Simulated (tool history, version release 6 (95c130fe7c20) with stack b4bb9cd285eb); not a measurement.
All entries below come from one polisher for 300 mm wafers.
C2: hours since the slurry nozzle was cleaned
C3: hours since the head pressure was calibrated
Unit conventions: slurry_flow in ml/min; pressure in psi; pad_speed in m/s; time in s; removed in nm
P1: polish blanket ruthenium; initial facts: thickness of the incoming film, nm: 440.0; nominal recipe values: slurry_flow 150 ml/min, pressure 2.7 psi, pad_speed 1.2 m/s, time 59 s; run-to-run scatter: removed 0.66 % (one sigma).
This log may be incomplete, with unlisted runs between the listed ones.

{"run": 1, "hour": 9.2, "slurry_flow": 150, "pressure": 2.7, "pad_speed": 1.2, "time": 59, "wafers polished on this pad": 798, "C2": 101.9, "C3": 542.8, "removed": 89.366}
{"run": 2, "hour": 18.3, "slurry_flow": 150, "pressure": 2.7, "pad_speed": 1.2, "time": 59, "wafers polished on this pad": 903, "C2": 111, "C3": 551.9, "removed": 90.471}
{"run": 3, "hour": 27.1, "slurry_flow": 150, "pressure": 2.7, "pad_speed": 1.2, "time": 59, "wafers polished on this pad": 1005, "C2": 119.8, "C3": 560.7, "removed": 89.551}
{"run": 4, "hour": 34.6, "slurry_flow": 150, "pressure": 1.7, "pad_speed": 1.2, "time": 92, "wafers polished on this pad": 1092, "C2": 127.3, "C3": 568.2, "removed": 88.561}
{"run": 5, "hour": 45.3, "slurry_flow": 150, "pressure": 2.7, "pad_speed": 0.66, "time": 59, "wafers polished on this pad": 1216, "C2": 138, "C3": 578.9, "removed": 49.638}
{"run": 6, "hour": 56.3, "slurry_flow": 150, "pressure": 1.6, "pad_speed": 1.2, "time": 59, "wafers polished on this pad": 1344, "C2": 149, "C3": 589.9, "removed": 53.498}
{"run": 7, "hour": 64.3, "slurry_flow": 215, "pressure": 2.7, "pad_speed": 1.2, "time": 59, "wafers polished on this pad": 1436, "C2": 157, "C3": 597.9, "removed": 95.549}
{"run": 8, "hour": 72.2, "slurry_flow": 150, "pressure": 2.7, "pad_speed": 1.2, "time": 59, "wafers polished on this pad": 1528, "C2": 164.9, "C3": 605.8, "removed": 88.434}
{"run": 9, "hour": 78.2, "slurry_flow": 150, "pressure": 2.7, "pad_speed": 1.2, "time": 88, "wafers polished on this pad": 1598, "C2": 170.9, "C3": 611.8, "removed": 134.54}
{"run": 10, "hour": 89.2, "slurry_flow": 150, "pressure": 2.7, "pad_speed": 1.76, "time": 59, "wafers polished on this pad": 1725, "C2": 181.9, "C3": 622.8, "removed": 132.26}
{"run": 11, "hour": 100.1, "slurry_flow": 150, "pressure": 2.7, "pad_speed": 1.2, "time": 36, "wafers polished on this pad": 1852, "C2": 192.8, "C3": 633.7, "removed": 55.198}
{"run": 12, "hour": 106.4, "slurry_flow": 90, "pressure": 2.7, "pad_speed": 1.2, "time": 59, "wafers polished on this pad": 1925, "C2": 199.1, "C3": 640, "removed": 81.071}
{"run": 13, "hour": 117.4, "slurry_flow": 150, "pressure": 4, "pad_speed": 1.2, "time": 59, "wafers polished on this pad": 2052, "C2": 210.1, "C3": 651, "removed": 132.98}
{"run": 14, "hour": 126.9, "slurry_flow": 150, "pressure": 2.7, "pad_speed": 1.2, "time": 59, "wafers polished on this pad": 2162, "C2": 219.6, "C3": 660.5, "removed": 90.1}
{"run": 15, "hour": 133.3, "slurry_flow": 150, "pressure": 2.7, "pad_speed": 1.2, "time": 59, "wafers polished on this pad": 2236, "C2": 226, "C3": 666.9, "removed": 87.615}
{"run": 16, "hour": 144.6, "slurry_flow": 150, "pressure": 2.7, "pad_speed": 1.2, "time": 59, "wafers polished on this pad": 2367, "C2": 237.3, "C3": 678.2, "removed": 85.512}
{"run": 17, "hour": 152.4, "slurry_flow": 150, "pressure": 2.7, "pad_speed": 1.2, "time": 59, "wafers polished on this pad": 2458, "C2": 245.1, "C3": 686, "removed": 84.849}
{"hour": 152.6, "done": "worn pad replaced by a new one"}
{"run": 18, "hour": 163.1, "slurry_flow": 150, "pressure": 2.7, "pad_speed": 1.2, "time": 59, "wafers polished on this pad": 122, "C2": 255.8, "C3": 696.7, "removed": 84.931}
{"run": 19, "hour": 175.3, "slurry_flow": 150, "pressure": 2.7, "pad_speed": 1.2, "time": 59, "wafers polished on this pad": 264, "C2": 268, "C3": 708.9, "removed": 84.336}
{"run": 20, "hour": 181.9, "slurry_flow": 150, "pressure": 2.7, "pad_speed": 1.2, "time": 59, "wafers polished on this pad": 340, "C2": 274.6, "C3": 715.5, "removed": 83.61}
{"run": 21, "hour": 188.5, "slurry_flow": 150, "pressure": 2.7, "pad_speed": 1.2, "time": 59, "wafers polished on this pad": 417, "C2": 281.2, "C3": 722.1, "removed": 84.684}

Something has made what P1 gives creep away from where it was; the 2 causes below, each at its own stated size, fit the log equally well:
A: slurry flow missing at the pad, % = 27.5
B: head's pressure below its setpoint, % = 6.29
At approximately hour 126.9, the process output began to creep.
The rest of the possible causes, and what rules out each one:
removal rate lost through wear of the pad, %: work on it at hour 152.6, done after the drift set in, did not restore what the process gave before

Below are 4 check runs, each averaged over 2 wafers, with their results shown as question marks. Which of them would give clearly different results depending on which cause is behind the drift?
{"run": "check 1", "hour": 195.1, "slurry_flow": 150, "pressure": 3.8, "pad_speed": 1.2, "time": 87, "removed": "?"}
{"run": "check 2", "hour": 195.1, "slurry_flow": 90, "pressure": 2.7, "pad_speed": 1.2, "time": 42, "removed": "?"}
{"run": "check 3", "hour": 195.1, "slurry_flow": 150, "pressure": 3.9, "pad_speed": 1.2, "time": 39, "removed": "?"}
{"run": "check 4", "hour": 195.1, "slurry_flow": 150, "pressure": 3.3, "pad_speed": 1.76, "time": 59, "removed": "?"}

Outcome of each check run for each possible cause:
check=check_1 result=removed if_A=175.13 if_B=175.1
check=check_2 result=removed if_A=51.744 if_B=53.663
check=check_3 result=removed if_A=80.57 if_B=80.56
check=check_4 result=removed if_A=151.27 if_B=151.25
Distance between the nearest two causes, measured in the result of the check that separates them most: check 1 0.01 %; check 2 3.64 %; check 3 0.01 %; check 4 0.01 %
The causes can be told apart only by check 2. The other checks would give nearly the same results under each of them.

After running check 2, the following was obtained: removed 53.925 nm. Which cause does this point to?

The correct cause is B, namely: head's pressure below its setpoint, %.
